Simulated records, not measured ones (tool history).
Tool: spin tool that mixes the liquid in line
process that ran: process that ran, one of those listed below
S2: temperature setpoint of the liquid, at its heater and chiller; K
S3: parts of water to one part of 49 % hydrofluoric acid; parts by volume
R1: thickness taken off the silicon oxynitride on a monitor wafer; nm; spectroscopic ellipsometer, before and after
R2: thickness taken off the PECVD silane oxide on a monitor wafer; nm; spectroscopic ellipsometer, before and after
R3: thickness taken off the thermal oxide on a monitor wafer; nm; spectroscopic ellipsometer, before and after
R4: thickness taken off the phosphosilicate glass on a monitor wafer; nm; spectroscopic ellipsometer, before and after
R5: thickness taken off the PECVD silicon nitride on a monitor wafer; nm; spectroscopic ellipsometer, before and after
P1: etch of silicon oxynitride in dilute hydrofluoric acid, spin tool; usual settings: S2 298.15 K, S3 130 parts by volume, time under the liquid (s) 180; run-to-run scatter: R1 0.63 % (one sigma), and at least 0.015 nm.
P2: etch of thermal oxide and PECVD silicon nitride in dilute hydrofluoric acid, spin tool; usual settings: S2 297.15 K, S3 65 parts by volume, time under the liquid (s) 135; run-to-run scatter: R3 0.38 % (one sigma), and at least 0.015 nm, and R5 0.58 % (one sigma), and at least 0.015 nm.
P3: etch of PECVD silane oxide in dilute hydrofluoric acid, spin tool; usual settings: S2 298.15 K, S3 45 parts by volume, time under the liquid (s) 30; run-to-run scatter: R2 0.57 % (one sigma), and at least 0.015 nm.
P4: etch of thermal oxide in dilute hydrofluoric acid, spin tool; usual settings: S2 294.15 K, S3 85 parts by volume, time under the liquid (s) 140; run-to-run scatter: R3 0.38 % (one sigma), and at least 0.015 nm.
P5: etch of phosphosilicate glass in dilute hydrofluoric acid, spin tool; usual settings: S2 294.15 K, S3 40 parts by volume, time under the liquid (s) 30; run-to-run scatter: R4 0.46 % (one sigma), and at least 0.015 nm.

run 1 hour=7.5 | process_that_ran=P1 S2=298.15 S3=130 time_under_the_liquid_(s)=180 | R1=4.053
run 2 hour=20.1 | process_that_ran=P3 S2=290.15 S3=45 time_under_the_liquid_(s)=30 | R2=12.185
run 3 hour=28.9 | process_that_ran=P4 S2=294.15 S3=120 time_under_the_liquid_(s)=140 | R3=4.8273
run 4 hour=38.8 | process_that_ran=P5 S2=294.15 S3=40 time_under_the_liquid_(s)=50 | R4=72.483
run 5 hour=48.5 | process_that_ran=P1 S2=298.15 S3=30 time_under_the_liquid_(s)=180 | R1=19.113
run 6 hour=60.6 | process_that_ran=P5 S2=294.15 S3=40 time_under_the_liquid_(s)=30 | R4=43.235
run 7 hour=73.5 | process_that_ran=P2 S2=290.15 S3=65 time_under_the_liquid_(s)=135 | R3=7.3212 R5=2.1254
run 8 hour=88.6 | process_that_ran=P2 S2=297.15 S3=65 time_under_the_liquid_(s)=40 | R3=2.9212 R5=1.0322
run 9 hour=101.5 | process_that_ran=P2 S2=297.15 S3=65 time_under_the_liquid_(s)=135 | R3=9.8508 R5=3.4228
run 10 hour=115.5 | process_that_ran=P5 S2=290.15 S3=40 time_under_the_liquid_(s)=30 | R4=36.754
run 11 hour=128.4 | process_that_ran=P4 S2=294.15 S3=85 time_under_the_liquid_(s)=30 | R3=1.5424
run 12 hour=142.8 | process_that_ran=P3 S2=298.15 S3=45 time_under_the_liquid_(s)=30 | R2=17.018
run 13 hour=155.7 | process_that_ran=P1 S2=298.15 S3=130 time_under_the_liquid_(s)=80 | R1=1.7743
run 14 hour=170.2 | process_that_ran=P1 S2=298.15 S3=40 time_under_the_liquid_(s)=45 | R1=3.5923
run 15 hour=186.5 | process_that_ran=P1 S2=298.15 S3=130 time_under_the_liquid_(s)=180 | R1=4.0566
run 16 hour=202 | process_that_ran=P1 S2=298.15 S3=220 time_under_the_liquid_(s)=180 | R1=2.2314
run 17 hour=218 | process_that_ran=P1 S2=292.65 S3=180 time_under_the_liquid_(s)=180 | R1=2.1768
run 18 hour=226.6 | process_that_ran=P2 S2=297.15 S3=105 time_under_the_liquid_(s)=135 | R3=5.7956 R5=2.1767
run 19 hour=234.7 | process_that_ran=P3 S2=298.15 S3=20 time_under_the_liquid_(s)=30 | R2=39.687
run 20 hour=242.1 | process_that_ran=P1 S2=298.15 S3=130 time_under_the_liquid_(s)=180 | R1=4.1004
run 21 hour=249.9 | process_that_ran=P1 S2=303.15 S3=130 time_under_the_liquid_(s)=180 | R1=5.1132
run 22 hour=258.4 | process_that_ran=P1 S2=298.15 S3=130 time_under_the_liquid_(s)=280 | R1=6.339
run 23 hour=270.5 | process_that_ran=P1 S2=298.15 S3=130 time_under_the_liquid_(s)=180 | R1=4.1019
run 24 hour=285.6 | process_that_ran=P4 S2=290.15 S3=85 time_under_the_liquid_(s)=140 | R3=6.0923
run 25 hour=299.7 | process_that_ran=P2 S2=297.15 S3=65 time_under_the_liquid_(s)=135 | R3=9.7621 R5=3.4765
run 26 hour=315.4 | process_that_ran=P4 S2=294.15 S3=85 time_under_the_liquid_(s)=140 | R3=7.1042
run 27 hour=328.5 | process_that_ran=P3 S2=298.15 S3=45 time_under_the_liquid_(s)=50 | R2=28.204
run 28 hour=338.5 | process_that_ran=P5 S2=294.15 S3=40 time_under_the_liquid_(s)=30 | R4=43.462
run 29 hour=351.1 | process_that_ran=P5 S2=294.15 S3=20 time_under_the_liquid_(s)=30 | R4=88.249
run 30 hour=358.7 | process_that_ran=P1 S2=292.15 S3=130 time_under_the_liquid_(s)=180 | R1=3.0848
run 31 hour=366.5 | process_that_ran=P1 S2=298.15 S3=130 time_under_the_liquid_(s)=180 | R1=4.0271
run 32 hour=382.2 | process_that_ran=P1 S2=298.15 S3=130 time_under_the_liquid_(s)=180 | R1=4.2521
run 33 hour=389.4 | process_that_ran=P1 S2=298.15 S3=130 time_under_the_liquid_(s)=180 | R1=4.2931
run 34 hour=401.7 | process_that_ran=P1 S2=298.15 S3=130 time_under_the_liquid_(s)=180 | R1=4.4303
run 35 hour=410.1 | process_that_ran=P1 S2=298.15 S3=130 time_under_the_liquid_(s)=180 | R1=4.3905
run 36 hour=417.2 | process_that_ran=P1 S2=298.15 S3=130 time_under_the_liquid_(s)=180 | R1=4.4483
run 37 hour=426.4 | process_that_ran=P1 S2=298.15 S3=130 time_under_the_liquid_(s)=180 | R1=4.4555
run 38 hour=442.4 | process_that_ran=P1 S2=298.15 S3=130 time_under_the_liquid_(s)=180 | R1=4.4929
run 39 hour=458.2 | process_that_ran=P1 S2=298.15 S3=130 time_under_the_liquid_(s)=180 | R1=4.5226
run 40 hour=471.4 | process_that_ran=P1 S2=298.15 S3=130 time_under_the_liquid_(s)=180 | R1=4.5704

What P1 gives has crept away from where it was. These 2 causes fit the log equally well, each at the size given:
A: liquid hotter than its thermometer reads (K) = 2.27
B: hydrofluoric acid flow above the setpoint (%) = 9.76
The creep began at about hour 366.5.

4 check runs are offered, one wafer each, their results left as question marks. Which one tells the causes apart?
run check 1 hour=484.6 | process_that_ran=P2 S2=297.15 S3=65 time_under_the_liquid_(s)=135 | R3=? R5=?
run check 2 hour=484.6 | process_that_ran=P4 S2=294.15 S3=85 time_under_the_liquid_(s)=140 | R3=?
run check 3 hour=484.6 | process_that_ran=P3 S2=298.15 S3=45 time_under_the_liquid_(s)=30 | R2=?
run check 4 hour=484.6 | process_that_ran=P5 S2=294.15 S3=40 time_under_the_liquid_(s)=30 | R4=?

What each check would give under each cause:
check=check_1 result=R3 if_A=10.728 if_B=10.827
check=check_1 result=R5 if_A=3.9909 if_B=3.7614
check=check_2 result=R3 if_A=7.8417 if_B=7.9175
check=check_3 result=R2 if_A=18.552 if_B=18.67
check=check_4 result=R4 if_A=47.653 if_B=47.753
How far apart the two closest causes lie, in the result that separates them most: check 1 5.92 %; check 2 0.96 %; check 3 0.63 %; check 4 0.21 %
Check 1 tells the causes apart: in the others they would give nearly the same result.

Check 1 was then run and gave: R3 10.793 nm; R5 3.9753 nm. Which cause is it?

It is A: liquid hotter than its thermometer reads (K).
